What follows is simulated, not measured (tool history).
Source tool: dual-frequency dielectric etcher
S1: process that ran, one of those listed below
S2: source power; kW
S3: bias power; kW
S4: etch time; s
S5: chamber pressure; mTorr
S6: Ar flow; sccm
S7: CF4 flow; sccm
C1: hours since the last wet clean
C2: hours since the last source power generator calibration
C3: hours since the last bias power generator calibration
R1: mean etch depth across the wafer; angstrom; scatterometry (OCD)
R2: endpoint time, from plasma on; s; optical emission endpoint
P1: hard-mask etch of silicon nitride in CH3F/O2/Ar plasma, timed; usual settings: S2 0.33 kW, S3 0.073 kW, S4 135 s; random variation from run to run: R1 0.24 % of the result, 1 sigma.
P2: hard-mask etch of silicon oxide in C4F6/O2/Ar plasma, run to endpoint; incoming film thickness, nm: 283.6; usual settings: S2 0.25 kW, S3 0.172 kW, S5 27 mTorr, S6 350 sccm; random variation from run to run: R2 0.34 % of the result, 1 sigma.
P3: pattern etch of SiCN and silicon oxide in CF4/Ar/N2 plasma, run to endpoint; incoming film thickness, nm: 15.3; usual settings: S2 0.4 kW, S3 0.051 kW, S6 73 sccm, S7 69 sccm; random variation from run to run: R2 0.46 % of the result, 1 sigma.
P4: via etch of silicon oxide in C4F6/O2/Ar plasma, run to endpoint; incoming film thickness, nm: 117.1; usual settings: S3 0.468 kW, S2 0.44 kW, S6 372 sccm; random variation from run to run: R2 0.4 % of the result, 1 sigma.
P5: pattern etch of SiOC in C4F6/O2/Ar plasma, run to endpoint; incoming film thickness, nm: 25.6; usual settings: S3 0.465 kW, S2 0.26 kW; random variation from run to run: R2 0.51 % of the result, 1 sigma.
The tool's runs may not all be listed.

| run | hour | S1 | S2 | S3 | S4 | S5 | S6 | S7 | C1 | C2 | C3 | R1 | R2 |
|---|---|---|---|---|---|---|---|---|---|---|---|---|---|
| 1 | 4.4 | P1 | 0.33 | 0.073 | 135 |  |  |  | 58.9 | 2820 | 764.1 | 863.7 |  |
| 2 | 8.9 | P2 | 0.25 | 0.172 |  | 27 | 350 |  | 63.4 | 2824.5 | 768.6 |  | 111.78 |
| 3 | 11.3 | P1 | 0.33 | 0.073 | 202.5 |  |  |  | 65.8 | 2826.9 | 771 | 1296 |  |
| 4 | 14.2 | P2 | 0.25 | 0.172 |  | 27 | 350 |  | 68.7 | 2829.8 | 773.9 |  | 112.12 |
| 5 | 17.9 | P4 | 0.56 | 0.468 |  |  | 372 |  | 72.4 | 2833.5 | 777.6 |  | 24.618 |
| 6 | 21 | P1 | 0.33 | 0.073 | 135 |  |  |  | 75.5 | 2836.6 | 780.7 | 864.89 |  |
| 7 | 23.4 | P3 | 0.4 | 0.051 |  |  | 95 | 69 | 77.9 | 2839 | 783.1 |  | 22.364 |
| 8 | 28 | P1 | 0.24 | 0.073 | 135 |  |  |  | 82.5 | 2843.6 | 787.7 | 766.44 |  |
|  | 29.2 | wet clean of the chamber |
| 9 | 33 | P1 | 0.33 | 0.098 | 135 |  |  |  | 3.8 | 2848.6 | 792.7 | 959.64 |  |
| 10 | 36.3 | P5 | 0.19 | 0.465 |  |  |  |  | 7.1 | 2851.9 | 796 |  | 12.005 |
| 11 | 40.7 | P1 | 0.41 | 0.073 | 135 |  |  |  | 11.5 | 2856.3 | 800.4 | 940.63 |  |
| 12 | 44.5 | P1 | 0.33 | 0.056 | 135 |  |  |  | 15.3 | 2860.1 | 804.2 | 787.59 |  |
| 13 | 46.7 | P1 | 0.33 | 0.073 | 135 |  |  |  | 17.5 | 2862.3 | 806.4 | 864.73 |  |
| 14 | 50.3 | P1 | 0.33 | 0.073 | 101.5 |  |  |  | 21.1 | 2865.9 | 810 | 649.16 |  |
| 15 | 53.1 | P2 | 0.25 | 0.172 |  | 33.5 | 350 |  | 23.9 | 2868.7 | 812.8 |  | 114.01 |
| 16 | 58 | P5 | 0.26 | 0.465 |  |  |  |  | 28.8 | 2873.6 | 817.7 |  | 10.64 |
| 17 | 62.7 | P2 | 0.25 | 0.172 |  | 27 | 421 |  | 33.5 | 2878.3 | 822.4 |  | 113.78 |
| 18 | 66 | P2 | 0.16 | 0.172 |  | 27 | 350 |  | 36.8 | 2881.6 | 825.7 |  | 132.53 |
| 19 | 69 | P3 | 0.4 | 0.072 |  |  | 73 | 69 | 39.8 | 2884.6 | 828.7 |  | 19.059 |
| 20 | 71.3 | P3 | 0.3 | 0.051 |  |  | 73 | 69 | 42.1 | 2886.9 | 831 |  | 27.515 |
| 21 | 73.7 | P2 | 0.25 | 0.206 |  | 27 | 350 |  | 44.5 | 2889.3 | 833.4 |  | 104.82 |
| 22 | 78.3 | P4 | 0.44 | 0.468 |  |  | 476 |  | 49.1 | 2893.9 | 838 |  | 27.693 |
| 23 | 82 | P1 | 0.33 | 0.073 | 135 |  |  |  | 52.8 | 2897.6 | 841.7 | 861.51 |  |
| 24 | 84.6 | P3 | 0.4 | 0.051 |  |  | 73 | 69 | 55.4 | 2900.2 | 844.3 |  | 21.27 |
| 25 | 88.8 | P1 | 0.26 | 0.053 | 135 |  |  |  | 59.6 | 2904.4 | 848.5 | 709.66 |  |
| 26 | 93.3 | P3 | 0.4 | 0.051 |  |  | 73 | 69 | 64.1 | 2908.9 | 853 |  | 21.286 |
| 27 | 96.2 | P5 | 0.26 | 0.289 |  |  |  |  | 67 | 2911.8 | 855.9 |  | 12.736 |
| 28 | 100.8 | P1 | 0.33 | 0.073 | 135 |  |  |  | 71.6 | 2916.4 | 860.5 | 867.55 |  |
| 29 | 105.7 | P1 | 0.33 | 0.073 | 135 |  |  |  | 76.5 | 2921.3 | 865.4 | 866.67 |  |
| 30 | 109.3 | P3 | 0.4 | 0.051 |  |  | 73 | 86 | 80.1 | 2924.9 | 869 |  | 20.628 |
| 31 | 113.6 | P1 | 0.45 | 0.073 | 74 |  |  |  | 84.4 | 2929.2 | 873.3 | 532.78 |  |
| 32 | 118.5 | P4 | 0.44 | 0.347 |  |  | 372 |  | 89.3 | 2934.1 | 878.2 |  | 29.711 |
| 33 | 122.2 | P4 | 0.44 | 0.468 |  |  | 372 |  | 93 | 2937.8 | 881.9 |  | 26.849 |
| 34 | 126.9 | P1 | 0.33 | 0.073 | 135 |  |  |  | 97.7 | 2942.5 | 886.6 | 864.12 |  |
| 35 | 131.1 | P1 | 0.33 | 0.073 | 135 |  |  |  | 101.9 | 2946.7 | 890.8 | 858.92 |  |
| 36 | 134.3 | P1 | 0.33 | 0.073 | 135 |  |  |  | 105.1 | 2949.9 | 894 | 853.65 |  |
| 37 | 136.7 | P1 | 0.33 | 0.073 | 135 |  |  |  | 107.5 | 2952.3 | 896.4 | 851.66 |  |

The next listed run, before its measurement:
| 38 | 140.1 | P1 | 0.33 | 0.073 | 135 |  |  |  | 110.9 | 2955.7 | 899.8 | ? |  |

Run 38 measured R1 849.59 angstrom.

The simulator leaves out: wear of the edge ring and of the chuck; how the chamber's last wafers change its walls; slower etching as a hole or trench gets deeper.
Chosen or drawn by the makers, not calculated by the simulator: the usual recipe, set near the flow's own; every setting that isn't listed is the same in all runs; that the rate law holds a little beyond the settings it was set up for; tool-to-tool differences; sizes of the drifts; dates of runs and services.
